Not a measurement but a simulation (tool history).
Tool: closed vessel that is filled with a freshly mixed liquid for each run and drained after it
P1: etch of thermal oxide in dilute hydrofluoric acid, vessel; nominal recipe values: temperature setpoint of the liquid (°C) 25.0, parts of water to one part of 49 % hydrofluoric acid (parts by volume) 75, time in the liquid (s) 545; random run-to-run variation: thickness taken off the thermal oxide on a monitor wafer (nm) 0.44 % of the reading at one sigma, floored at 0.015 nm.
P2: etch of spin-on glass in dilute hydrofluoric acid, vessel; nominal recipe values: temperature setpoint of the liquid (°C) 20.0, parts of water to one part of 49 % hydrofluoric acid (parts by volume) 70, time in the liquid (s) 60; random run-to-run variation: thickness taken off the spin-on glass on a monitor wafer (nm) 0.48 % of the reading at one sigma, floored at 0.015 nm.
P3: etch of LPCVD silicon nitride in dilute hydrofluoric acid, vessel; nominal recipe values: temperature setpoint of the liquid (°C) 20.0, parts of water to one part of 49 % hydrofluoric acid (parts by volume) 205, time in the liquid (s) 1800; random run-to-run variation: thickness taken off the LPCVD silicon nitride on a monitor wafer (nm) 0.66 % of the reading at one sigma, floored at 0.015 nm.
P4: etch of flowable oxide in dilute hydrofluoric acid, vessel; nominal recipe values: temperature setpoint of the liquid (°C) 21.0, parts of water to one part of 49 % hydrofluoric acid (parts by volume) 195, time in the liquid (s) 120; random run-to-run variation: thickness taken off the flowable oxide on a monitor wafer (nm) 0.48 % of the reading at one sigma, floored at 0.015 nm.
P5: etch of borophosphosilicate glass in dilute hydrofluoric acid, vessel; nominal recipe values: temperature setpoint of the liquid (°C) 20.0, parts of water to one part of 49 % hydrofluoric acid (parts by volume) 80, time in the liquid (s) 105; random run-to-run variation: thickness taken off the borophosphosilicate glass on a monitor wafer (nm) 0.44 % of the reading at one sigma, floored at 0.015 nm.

run,hour,process that ran,temperature setpoint of the liquid (°C),parts of water to one part of 49 % hydrofluoric acid (parts by volume),time in the liquid (s),hours since the thermometer was replaced,hours since the hydrofluoric acid flow meter was replaced,thickness taken off the thermal oxide on a monitor wafer (nm),thickness taken off the flowable oxide on a monitor wafer (nm),thickness taken off the spin-on glass on a monitor wafer (nm),thickness taken off the borophosphosilicate glass on a monitor wafer (nm),thickness taken off the LPCVD silicon nitride on a monitor wafer (nm)
1,10.9,P1,25.0,75,545,1627.4,157.2,35.7200,,,,
2,16.0,P4,21.0,195,120,1632.5,162.3,,27.0220,,,
3,27.2,P1,25.0,75,255,1643.7,173.5,16.7820,,,,
4,37.5,P1,25.0,75,545,1654.0,183.8,35.6140,,,,
5,48.5,P1,25.0,40,305,1665.0,194.8,39.2850,,,,
6,58.7,P2,24.5,70,60,1675.2,205.0,,,30.587,,
7,68.5,P4,21.0,195,120,1685.0,214.8,,26.9970,,,
8,75.3,P1,25.0,125,545,1691.8,221.6,20.1430,,,,
9,83.4,P2,20.0,70,60,1699.9,229.7,,,25.201,,
10,91.3,P5,24.0,80,105,1707.8,237.6,,,,56.063,
# hour 92.1: thermometer replaced
11,98.9,P1,25.0,35,545,6.9,245.2,81.1830,,,,
12,108.3,P1,25.0,75,545,16.3,254.6,35.8390,,,,
13,117.7,P2,20.0,70,60,25.7,264.0,,,25.459,,
14,126.3,P2,20.0,70,30,34.3,272.6,,,12.663,,
15,134.8,P4,21.0,30,120,42.8,281.1,,211.0700,,,
16,140.2,P4,21.0,195,30,48.2,286.5,,6.7553,,,
17,146.0,P3,27.5,205,1800,54.0,292.3,,,,,5.6076
18,155.4,P1,21.0,75,545,63.4,301.7,30.5550,,,,
19,162.3,P5,20.0,80,30,70.3,308.6,,,,13.450,
20,170.5,P3,20.0,205,715,78.5,316.8,,,,,1.3651
21,181.7,P4,29.0,195,120,89.7,328.0,,36.4850,,,
22,189.2,P3,20.0,110,1800,97.2,335.5,,,,,6.4232
23,197.1,P1,25.0,75,545,105.1,343.4,35.7640,,,,
24,202.4,P1,28.5,75,545,110.4,348.7,41.1420,,,,
25,211.6,P3,20.0,205,1800,119.6,357.9,,,,,3.5351
26,216.8,P2,20.0,105,60,124.8,363.1,,,16.184,,
27,225.4,P1,25.0,75,545,133.4,371.7,35.5640,,,,
28,232.8,P5,20.0,80,105,140.8,379.1,,,,47.939,
29,240.5,P3,20.0,205,1800,148.5,386.8,,,,,3.5328
30,246.3,P1,17.5,75,110,154.3,392.6,5.2562,,,,
31,252.5,P5,20.0,80,105,160.5,398.8,,,,47.506,
32,258.9,P1,25.0,75,545,166.9,405.2,35.7200,,,,
33,265.7,P5,20.0,35,105,173.7,412.0,,,,114.800,
34,276.8,P1,25.0,75,830,184.8,423.1,54.5510,,,,
35,286.6,P1,25.0,75,545,194.6,432.9,35.8460,,,,
36,291.9,P1,25.0,75,545,199.9,438.2,36.5490,,,,
37,301.6,P1,25.0,75,545,209.6,447.9,37.6450,,,,
38,307.5,P1,25.0,75,545,215.5,453.8,37.9980,,,,
39,316.4,P1,25.0,75,545,224.4,462.7,38.3220,,,,
40,327.5,P1,25.0,75,545,235.5,473.8,38.6200,,,,
41,333.2,P1,25.0,75,545,241.2,479.5,38.6080,,,,
42,342.4,P1,25.0,75,545,250.4,488.7,39.0000,,,,
43,347.4,P1,25.0,75,545,255.4,493.7,38.7070,,,,

P1 has crept away from where it was. The log is fitted equally well by each of these 2 causes, at the sizes shown:
A: hydrofluoric acid flow above the setpoint (%) = 7.61
B: liquid hotter than its thermometer reads (K) = 2.03
The creep began at about hour 286.6.

Which of the 4 check runs listed below separates the causes, so that each cause would produce a clearly different result? Each run uses one wafer, and its results are marked with question marks.
check 1,352.4,P5,24.0,50,105,,,,,,?,
check 2,352.4,P4,28.0,45,120,,,,?,,,
check 3,352.4,P3,26.5,125,1800,,,,,,,?
check 4,352.4,P2,24.5,70,60,,,,,?,,

What each check would give under each cause:
check,result,if A,if B
check 1,thickness taken off the borophosphosilicate glass on a monitor wafer (nm),100.880,101.360
check 2,thickness taken off the flowable oxide on a monitor wafer (nm),199.7000,200.2400
check 3,thickness taken off the LPCVD silicon nitride on a monitor wafer (nm),9.2928,9.8214
check 4,thickness taken off the spin-on glass on a monitor wafer (nm),33.087,33.133
Per check, the gap between the least separated pair of causes, taken in the result that splits them most: check 1 0.47 %; check 2 0.27 %; check 3 5.53 %; check 4 0.14 %
The causes can be told apart only by check 3. The other checks would give nearly the same results under each of them.

Check 3 was then run and gave: thickness taken off the LPCVD silicon nitride on a monitor wafer (nm) 9.2330. Which cause is it?

It was cause A: hydrofluoric acid flow above the setpoint (%).
